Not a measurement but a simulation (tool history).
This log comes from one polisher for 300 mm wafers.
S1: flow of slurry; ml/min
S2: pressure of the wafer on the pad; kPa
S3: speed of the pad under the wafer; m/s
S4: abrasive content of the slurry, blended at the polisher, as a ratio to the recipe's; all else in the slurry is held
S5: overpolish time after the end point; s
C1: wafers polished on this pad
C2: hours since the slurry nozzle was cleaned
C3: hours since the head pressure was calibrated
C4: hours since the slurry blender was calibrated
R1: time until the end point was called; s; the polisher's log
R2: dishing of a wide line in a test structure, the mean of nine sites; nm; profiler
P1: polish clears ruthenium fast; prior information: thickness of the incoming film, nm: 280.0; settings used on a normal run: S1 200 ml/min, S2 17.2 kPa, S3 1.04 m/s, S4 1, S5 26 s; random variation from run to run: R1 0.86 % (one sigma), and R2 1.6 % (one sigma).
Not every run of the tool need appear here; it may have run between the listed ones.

run,day,S1,S2,S3,S4,S5,C1,C2,C3,C4,R1,R2
1,0.342,200,17.2,1.04,1,26,806,103.8,339.7,157.5,70.142,57.473
2,0.717,125,17.2,1.04,1,38,880,112.8,348.7,166.5,75.921,62.567
3,1,200,7.6,1.04,1,14,935,119.6,355.5,173.3,161.08,19.682
4,1.5,200,17.2,1.04,1,8,1034,131.6,367.5,185.3,70.936,24.376
5,1.871,290,17.2,1.04,1,26,1107,140.5,376.4,194.2,67.29,58.267
6,2.162,200,17.2,1.04,1,26,1165,147.5,383.4,201.2,70.304,57.756
7,2.621,200,17.2,1.04,1,26,1255,158.5,394.4,212.2,70.936,57.226
8,3.221,200,7.6,1.04,1,26,1374,172.9,408.8,226.6,162.37,33.253
9,3.571,200,17.2,1.04,1,52,1443,181.3,417.2,235,70.212,73.904
10,3.9,120,17.2,1.04,1,26,1508,189.2,425.1,242.9,76.082,53.74
11,4.321,200,17.2,0.46,1,26,1591,199.3,435.2,253,161.78,32.87
12,4.858,200,17.2,1.56,1,26,1697,212.2,448.1,265.9,47.41,69.97
13,5.358,200,17.2,1.04,1,26,1796,224.2,460.1,277.9,71.986,55.397
14,5.725,200,27.6,1.04,1,26,1868,233,468.9,286.7,45.031,67.721
15,6.05,200,17.2,1.04,0.55,26,1932,240.8,476.7,294.5,96.782,47.119
# day 6.262: slurry nozzle cleaned
16,6.488,200,17.2,1.58,1.35,26,2019,5.5,487.2,305,41.922,70.996
17,6.879,200,17.2,1.04,1.45,26,2096,14.9,496.6,314.4,60.508,62.025
18,7.283,200,17.2,1.04,1,26,2176,24.6,506.3,324.1,70.764,57.704
19,7.625,200,17.2,1.04,1,26,2243,32.8,514.5,332.3,72.575,54.616
20,8.054,200,17.2,1.04,1,26,2328,43.1,524.8,342.6,75.708,56.213
21,8.471,200,17.2,1.04,1,26,2410,53.1,534.8,352.6,75.982,54.184
22,8.796,200,17.2,1.04,1,26,2474,60.9,542.6,360.4,76.981,53.806
# day 8.983: head pressure recalibrated
23,9.362,200,17.2,1.04,1,26,2586,74.5,9.1,374,77.1,53.016
# day 9.383: slurry nozzle cleaned
24,9.929,200,17.2,1.04,1,26,2698,13.1,22.7,387.6,78.562,52.492
25,10.258,200,17.2,1.04,1,26,2763,21,30.6,395.5,80.083,53.742
26,10.583,200,17.2,1.04,1,26,2827,28.8,38.4,403.3,78.805,52.554
27,11.008,200,17.2,1.04,1,26,2911,39,48.6,413.5,77.846,51.522

The output of P1 has drifted from where it used to be. Each of the 2 causes below, taken at the size shown beside it, accounts for the log equally well:
A: abrasive missing from the slurry, % = 19.4
B: removal rate lost through wear of the pad, % = 9.88
The onset of the drift is placed at about day 7.283.
Other possible causes, and why each is ruled out:
slurry flow missing at the pad, %: was serviced at day 9.383, once the creep was under way, yet the earlier output never came back
head's pressure below its setpoint, %: was serviced at day 8.983, once the creep was under way, yet the earlier output never came back

You are offered 4 check runs, listed below with question marks in place of their results; each one averages 5 wafers. Which run separates the listed causes by giving clearly different results for each?
check 1,11.433,200,17.2,1.04,0.55,42,,,,,?,?
check 2,11.433,200,26.2,1.04,1,44,,,,,?,?
check 3,11.433,120,17.2,1.04,1,50,,,,,?,?
check 4,11.433,200,9,0.52,1,26,,,,,?,?

How each check would come out, cause by cause:
check,result,if A,if B
check 1,R1,111.44,108
check 1,R2,57.317,58.265
check 2,R1,51.782,51.792
check 2,R2,77.309,77.306
check 3,R1,85.772,85.789
check 3,R2,69.574,69.569
check 4,R1,302.72,302.79
check 4,R2,19.415,19.411
Separation of the two closest causes in each check, using whichever result separates them best: check 1 3.14 %; check 2 0.02 %; check 3 0.02 %; check 4 0.02 %
Only check 1 tells the causes apart: in the others they would give nearly the same result.

Running check 1 produced the following: R1 108.9 s; R2 58.081 nm. Which one of the listed causes fits?

B is the cause: removal rate lost through wear of the pad, %.
